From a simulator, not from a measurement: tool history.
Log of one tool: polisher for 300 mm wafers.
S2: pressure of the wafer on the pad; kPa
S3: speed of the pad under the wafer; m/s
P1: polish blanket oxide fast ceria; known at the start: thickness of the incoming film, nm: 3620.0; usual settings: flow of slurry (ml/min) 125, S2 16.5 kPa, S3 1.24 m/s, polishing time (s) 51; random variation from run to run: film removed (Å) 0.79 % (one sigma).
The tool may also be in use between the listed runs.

run 1 hour=9.4 | flow_of_slurry_(ml/min)=125 S2=16.5 S3=1.24 polishing_time_(s)=51 | film_removed_(Å)=9622.1
run 2 hour=18.9 | flow_of_slurry_(ml/min)=125 S2=16.5 S3=1.24 polishing_time_(s)=51 | film_removed_(Å)=9424.7
run 3 hour=31.3 | flow_of_slurry_(ml/min)=185 S2=16.5 S3=1.24 polishing_time_(s)=28 | film_removed_(Å)=5542.9
run 4 hour=39.7 | flow_of_slurry_(ml/min)=125 S2=16.5 S3=1.24 polishing_time_(s)=51 | film_removed_(Å)=9511.9
run 5 hour=48.2 | flow_of_slurry_(ml/min)=125 S2=16.5 S3=1.24 polishing_time_(s)=51 | film_removed_(Å)=9591.9
run 6 hour=65.4 | flow_of_slurry_(ml/min)=125 S2=9 S3=1.24 polishing_time_(s)=51 | film_removed_(Å)=5137
run 7 hour=80.6 | flow_of_slurry_(ml/min)=125 S2=16.5 S3=1.24 polishing_time_(s)=51 | film_removed_(Å)=9416.7
-- hour=90.4 head pressure recalibrated
run 8 hour=90.9 | flow_of_slurry_(ml/min)=125 S2=16.5 S3=1.84 polishing_time_(s)=38 | film_removed_(Å)=10510
run 9 hour=104.7 | flow_of_slurry_(ml/min)=125 S2=16.5 S3=1.24 polishing_time_(s)=36 | film_removed_(Å)=6706.1
run 10 hour=115.1 | flow_of_slurry_(ml/min)=125 S2=24.1 S3=1.24 polishing_time_(s)=51 | film_removed_(Å)=13987
run 11 hour=127.2 | flow_of_slurry_(ml/min)=75 S2=16.5 S3=1.24 polishing_time_(s)=51 | film_removed_(Å)=8453.1
run 12 hour=136.9 | flow_of_slurry_(ml/min)=190 S2=16.5 S3=1.24 polishing_time_(s)=51 | film_removed_(Å)=10161
run 13 hour=145.8 | flow_of_slurry_(ml/min)=125 S2=16.5 S3=0.82 polishing_time_(s)=51 | film_removed_(Å)=6270.2
-- hour=151.8 slurry nozzle cleaned
-- hour=154.7 worn pad replaced by a new one
run 14 hour=163.7 | flow_of_slurry_(ml/min)=125 S2=16.5 S3=1.24 polishing_time_(s)=73 | film_removed_(Å)=13580
run 15 hour=172.7 | flow_of_slurry_(ml/min)=125 S2=16.5 S3=1.8 polishing_time_(s)=51 | film_removed_(Å)=13841
run 16 hour=189.1 | flow_of_slurry_(ml/min)=180 S2=16.5 S3=0.72 polishing_time_(s)=51 | film_removed_(Å)=5870.8
run 17 hour=206.4 | flow_of_slurry_(ml/min)=125 S2=16.5 S3=1.24 polishing_time_(s)=51 | film_removed_(Å)=9659.7
run 18 hour=214.2 | flow_of_slurry_(ml/min)=125 S2=16.5 S3=1.24 polishing_time_(s)=51 | film_removed_(Å)=9296.2
run 19 hour=229.4 | flow_of_slurry_(ml/min)=125 S2=16.5 S3=1.24 polishing_time_(s)=51 | film_removed_(Å)=9070.4
run 20 hour=239 | flow_of_slurry_(ml/min)=125 S2=16.5 S3=1.24 polishing_time_(s)=51 | film_removed_(Å)=9035.5
run 21 hour=254.5 | flow_of_slurry_(ml/min)=125 S2=16.5 S3=1.24 polishing_time_(s)=51 | film_removed_(Å)=8829.4
-- hour=261.9 worn pad replaced by a new one
run 22 hour=263.7 | flow_of_slurry_(ml/min)=125 S2=16.5 S3=1.24 polishing_time_(s)=51 | film_removed_(Å)=8758.9
run 23 hour=279.8 | flow_of_slurry_(ml/min)=125 S2=16.5 S3=1.24 polishing_time_(s)=51 | film_removed_(Å)=8671.3
run 24 hour=294.3 | flow_of_slurry_(ml/min)=125 S2=16.5 S3=1.24 polishing_time_(s)=51 | film_removed_(Å)=8722.4
run 25 hour=303.8 | flow_of_slurry_(ml/min)=125 S2=16.5 S3=1.24 polishing_time_(s)=51 | film_removed_(Å)=8653.6
run 26 hour=313.6 | flow_of_slurry_(ml/min)=125 S2=16.5 S3=1.24 polishing_time_(s)=51 | film_removed_(Å)=8678.5

What P1 gives has crept away from where it was. These 2 causes fit the log equally well, each at the size given:
A: slurry flow missing at the pad, % = 33.3
B: head's pressure below its setpoint, % = 9.46
The creep began at about hour 206.4.
Why every other cause is out:
removal rate lost through wear of the pad, %: serviced at hour 261.9, which brought nothing back

4 check runs are offered, each on 3 wafers whose results are averaged, their results left as question marks. Which one tells the causes apart?
run check 1 hour=323.4 | flow_of_slurry_(ml/min)=125 S2=16.5 S3=1.62 polishing_time_(s)=51 | film_removed_(Å)=?
run check 2 hour=323.4 | flow_of_slurry_(ml/min)=125 S2=11.7 S3=1.24 polishing_time_(s)=66 | film_removed_(Å)=?
run check 3 hour=323.4 | flow_of_slurry_(ml/min)=90 S2=16.5 S3=1.24 polishing_time_(s)=63 | film_removed_(Å)=?
run check 4 hour=323.4 | flow_of_slurry_(ml/min)=125 S2=16.5 S3=0.96 polishing_time_(s)=51 | film_removed_(Å)=?

What each check would give under each cause:
check=check_1 result=film_removed_(Å) if_A=11294 if_B=11294
check=check_2 result=film_removed_(Å) if_A=7924.2 if_B=7924.5
check=check_3 result=film_removed_(Å) if_A=9562.6 if_B=9879.4
check=check_4 result=film_removed_(Å) if_A=6692.6 if_B=6692.8
How far apart the two closest causes lie, in the result that separates them most: check 1 0 %; check 2 0 %; check 3 3.26 %; check 4 0 %
Check 3 tells the causes apart: in the others they would give nearly the same result.

Then check 3 was run and gave: film removed (Å) 9555.5. Which cause is it?

It is A: slurry flow missing at the pad, %.
